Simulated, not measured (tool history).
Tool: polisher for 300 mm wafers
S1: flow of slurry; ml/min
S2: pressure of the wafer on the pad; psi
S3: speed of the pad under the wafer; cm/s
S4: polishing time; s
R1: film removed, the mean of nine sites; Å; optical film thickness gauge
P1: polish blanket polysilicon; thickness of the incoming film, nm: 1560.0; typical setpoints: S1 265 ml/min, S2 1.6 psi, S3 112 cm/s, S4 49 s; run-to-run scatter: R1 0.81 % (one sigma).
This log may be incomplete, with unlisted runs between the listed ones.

| run | day | S1 | S2 | S3 | S4 | R1 |
|---|---|---|---|---|---|---|
| 1 | 0.271 | 265 | 1.6 | 112 | 49 | 2611.6 |
| 2 | 0.738 | 265 | 1.6 | 112 | 49 | 2594.1 |
| 3 | 1.046 | 265 | 1.6 | 112 | 49 | 2632.3 |
| 4 | 1.325 | 265 | 1.6 | 112 | 22 | 1180.9 |
| 5 | 1.688 | 265 | 1.6 | 112 | 49 | 2566.8 |
| 6 | 2.075 | 405 | 1.6 | 86 | 49 | 2101.1 |
| 7 | 2.383 | 265 | 1.6 | 112 | 62 | 3321.2 |
|  | 2.567 | slurry nozzle cleaned |
| 8 | 2.642 | 410 | 2.2 | 112 | 49 | 3713.9 |
| 9 | 2.904 | 265 | 1.6 | 58 | 49 | 1347 |
| 10 | 3.25 | 160 | 1.6 | 112 | 49 | 2419.2 |
| 11 | 3.688 | 265 | 1.6 | 112 | 49 | 2597.9 |
| 12 | 3.988 | 265 | 2.4 | 112 | 49 | 3985.6 |
| 13 | 4.35 | 375 | 1.6 | 112 | 49 | 2667.9 |
| 14 | 4.629 | 265 | 0.8 | 112 | 49 | 1306.9 |

Estimate the outcome of run 15 from the log above:
| 15 | 5.008 | 265 | 1.6 | 178 | 49 | ? |

R1: 4122.5 Å
